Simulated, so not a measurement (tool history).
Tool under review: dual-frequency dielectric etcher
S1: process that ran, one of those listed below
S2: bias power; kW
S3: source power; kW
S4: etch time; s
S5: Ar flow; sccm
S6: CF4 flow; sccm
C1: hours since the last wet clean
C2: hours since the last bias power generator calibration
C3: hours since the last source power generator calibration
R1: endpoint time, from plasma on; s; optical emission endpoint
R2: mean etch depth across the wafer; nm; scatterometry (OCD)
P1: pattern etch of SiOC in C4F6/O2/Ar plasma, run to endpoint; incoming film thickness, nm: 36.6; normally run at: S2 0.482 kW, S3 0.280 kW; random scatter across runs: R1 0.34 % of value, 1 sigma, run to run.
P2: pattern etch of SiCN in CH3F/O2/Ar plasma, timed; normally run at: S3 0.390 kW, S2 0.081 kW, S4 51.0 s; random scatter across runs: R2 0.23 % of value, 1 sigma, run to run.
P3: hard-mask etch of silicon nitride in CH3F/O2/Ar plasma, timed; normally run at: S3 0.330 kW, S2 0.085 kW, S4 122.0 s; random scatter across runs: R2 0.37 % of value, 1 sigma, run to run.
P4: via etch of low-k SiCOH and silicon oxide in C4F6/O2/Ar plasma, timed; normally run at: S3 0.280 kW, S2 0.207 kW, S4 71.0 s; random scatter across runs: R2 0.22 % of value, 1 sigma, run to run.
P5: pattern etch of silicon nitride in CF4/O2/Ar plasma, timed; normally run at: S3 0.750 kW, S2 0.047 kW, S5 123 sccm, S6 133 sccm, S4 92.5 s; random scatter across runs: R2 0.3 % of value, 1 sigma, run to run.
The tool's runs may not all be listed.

run 1 hour=12.7 | S1=P1 S2=0.482 S3=0.280 | C1=163.9 C2=749.4 C3=1262.3 | R1=14.229
run 2 hour=22.5 | S1=P4 S2=0.207 S3=0.280 S4=39.5 | C1=173.7 C2=759.2 C3=1272.1 | R2=98.316
run 3 hour=38.2 | S1=P2 S2=0.081 S3=0.390 S4=66.5 | C1=189.4 C2=774.9 C3=1287.8 | R2=25.231
run 4 hour=48.7 | S1=P1 S2=0.639 S3=0.330 | C1=199.9 C2=785.4 C3=1298.3 | R1=12.099
run 5 hour=63.9 | S1=P3 S2=0.059 S3=0.330 S4=122.0 | C1=215.1 C2=800.6 C3=1313.5 | R2=74.160
run 6 hour=75.4 | S1=P2 S2=0.081 S3=0.490 S4=51.0 | C1=226.6 C2=812.1 C3=1325.0 | R2=21.082
run 7 hour=84.9 | S1=P1 S2=0.665 S3=0.350 | C1=236.1 C2=821.6 C3=1334.5 | R1=11.486
run 8 hour=96.0 | S1=P5 S2=0.047 S3=0.750 S4=92.5 S5=123 S6=83 | C1=247.2 C2=832.7 C3=1345.6 | R2=224.870
run 9 hour=104.6 | S1=P3 S2=0.085 S3=0.330 S4=183.0 | C1=255.8 C2=841.3 C3=1354.2 | R2=125.720
run 10 hour=121.1 | S1=P4 S2=0.207 S3=0.390 S4=71.0 | C1=272.3 C2=857.8 C3=1370.7 | R2=200.560
run 11 hour=133.7 | S1=P1 S2=0.482 S3=0.280 | C1=284.9 C2=870.4 C3=1383.3 | R1=14.200
run 12 hour=149.8 | S1=P2 S2=0.081 S3=0.390 S4=51.0 | C1=301.0 C2=886.5 C3=1399.4 | R2=19.348
run 13 hour=165.0 | S1=P3 S2=0.085 S3=0.330 S4=122.0 | C1=316.2 C2=901.7 C3=1414.6 | R2=84.018
-- hour=174.0 bias power generator calibrated
run 14 hour=175.5 | S1=P1 S2=0.482 S3=0.380 | C1=326.7 C2=1.5 C3=1425.1 | R1=12.618
run 15 hour=189.2 | S1=P4 S2=0.294 S3=0.280 S4=71.0 | C1=340.4 C2=15.2 C3=1438.8 | R2=199.210
run 16 hour=197.3 | S1=P2 S2=0.110 S3=0.390 S4=51.0 | C1=348.5 C2=23.3 C3=1446.9 | R2=21.722
run 17 hour=212.7 | S1=P1 S2=0.294 S3=0.280 | C1=363.9 C2=38.7 C3=1462.3 | R1=17.136
run 18 hour=223.0 | S1=P1 S2=0.344 S3=0.210 | C1=374.2 C2=49.0 C3=1472.6 | R1=17.962
run 19 hour=239.5 | S1=P1 S2=0.482 S3=0.170 | C1=390.7 C2=65.5 C3=1489.1 | R1=17.102
run 20 hour=255.1 | S1=P4 S2=0.207 S3=0.280 S4=71.0 | C1=406.3 C2=81.1 C3=1504.7 | R2=177.160
run 21 hour=272.2 | S1=P3 S2=0.085 S3=0.330 S4=122.0 | C1=423.4 C2=98.2 C3=1521.8 | R2=84.303
run 22 hour=289.4 | S1=P5 S2=0.047 S3=0.750 S4=92.5 S5=172 S6=133 | C1=440.6 C2=115.4 C3=1539.0 | R2=228.310
run 23 hour=302.7 | S1=P5 S2=0.047 S3=1.050 S4=92.5 S5=123 S6=133 | C1=453.9 C2=128.7 C3=1552.3 | R2=323.590
run 24 hour=318.3 | S1=P1 S2=0.482 S3=0.280 | C1=469.5 C2=144.3 C3=1567.9 | R1=14.300
run 25 hour=334.8 | S1=P1 S2=0.482 S3=0.280 | C1=486.0 C2=160.8 C3=1584.4 | R1=14.286
run 26 hour=351.9 | S1=P5 S2=0.047 S3=0.750 S4=92.5 S5=123 S6=133 | C1=503.1 C2=177.9 C3=1601.5 | R2=239.960
run 27 hour=367.3 | S1=P5 S2=0.047 S3=0.750 S4=64.0 S5=123 S6=133 | C1=518.5 C2=193.3 C3=1616.9 | R2=165.940
run 28 hour=379.6 | S1=P1 S2=0.482 S3=0.280 | C1=530.8 C2=205.6 C3=1629.2 | R1=14.224
run 29 hour=389.7 | S1=P3 S2=0.085 S3=0.430 S4=122.0 | C1=540.9 C2=215.7 C3=1639.3 | R2=92.784
run 30 hour=397.2 | S1=P5 S2=0.047 S3=0.750 S4=92.5 S5=123 S6=133 | C1=548.4 C2=223.2 C3=1646.8 | R2=240.750
run 31 hour=413.1 | S1=P1 S2=0.626 S3=0.280 | C1=564.3 C2=239.1 C3=1662.7 | R1=12.823
run 32 hour=425.2 | S1=P5 S2=0.034 S3=0.750 S4=92.5 S5=123 S6=133 | C1=576.4 C2=251.2 C3=1674.8 | R2=215.940
run 33 hour=439.2 | S1=P1 S2=0.482 S3=0.280 | C1=590.4 C2=265.2 C3=1688.8 | R1=14.264
run 34 hour=452.2 | S1=P1 S2=0.482 S3=0.280 | C1=603.4 C2=278.2 C3=1701.8 | R1=14.321
run 35 hour=462.8 | S1=P1 S2=0.482 S3=0.280 | C1=614.0 C2=288.8 C3=1712.4 | R1=14.362
run 36 hour=479.2 | S1=P1 S2=0.482 S3=0.280 | C1=630.4 C2=305.2 C3=1728.8 | R1=14.362
run 37 hour=493.2 | S1=P1 S2=0.482 S3=0.280 | C1=644.4 C2=319.2 C3=1742.8 | R1=14.476
-- hour=503.2 wet clean of the chamber
run 38 hour=506.8 | S1=P1 S2=0.482 S3=0.280 | C1=3.7 C2=332.8 C3=1756.4 | R1=14.462
run 39 hour=519.4 | S1=P1 S2=0.482 S3=0.280 | C1=16.3 C2=345.4 C3=1769.0 | R1=14.451
run 40 hour=534.0 | S1=P1 S2=0.482 S3=0.280 | C1=30.9 C2=360.0 C3=1783.6 | R1=14.513
run 41 hour=549.3 | S1=P1 S2=0.482 S3=0.280 | C1=46.2 C2=375.3 C3=1798.9 | R1=14.509
run 42 hour=564.9 | S1=P1 S2=0.482 S3=0.280 | C1=61.8 C2=390.9 C3=1814.5 | R1=14.503

The log shows P1 creeping away from where it was. Any of the 2 causes listed here, at the size stated for it, fits the log just as well as the others:
A: source power that arrives under what is set, % = 4.68
B: bias power that arrives under what is set, % = 4.56
At approximately hour 439.2, the process output began to creep.
Ruled out, with reasons:
chamber walls in a state that lowers the etch rate, %: maintenance at hour 503.2, after the shift began, did not return the process to its former output

Below are 4 check runs, each on a single wafer, with their results shown as question marks. Which of them would tell the listed causes apart, meaning the causes would give clearly different results under it?
run check 1 hour=580.5 | S1=P4 S2=0.285 S3=0.280 S4=48.5 | R2=?
run check 2 hour=580.5 | S1=P3 S2=0.085 S3=0.390 S4=180.0 | R2=?
run check 3 hour=580.5 | S1=P2 S2=0.104 S3=0.390 S4=51.0 | R2=?
run check 4 hour=580.5 | S1=P5 S2=0.047 S3=0.750 S4=92.5 S5=170 S6=97 | R2=?

How each check would come out, cause by cause:
check=check_1 result=R2 if_A=132.230 if_B=132.450
check=check_2 result=R2 if_A=129.740 if_B=129.920
check=check_3 result=R2 if_A=20.872 if_B=20.871
check=check_4 result=R2 if_A=210.560 if_B=215.560
How far apart the two closest causes lie, in the result that separates them most: check 1 0.16 %; check 2 0.14 %; check 3 0.01 %; check 4 2.35 %
Check 4 tells the causes apart: in the others they would give nearly the same result.

The results of check 4 are: R2 211.500 nm. Based on these, which of the listed causes is it?

Of the candidate causes, it is A: source power that arrives under what is set, %.
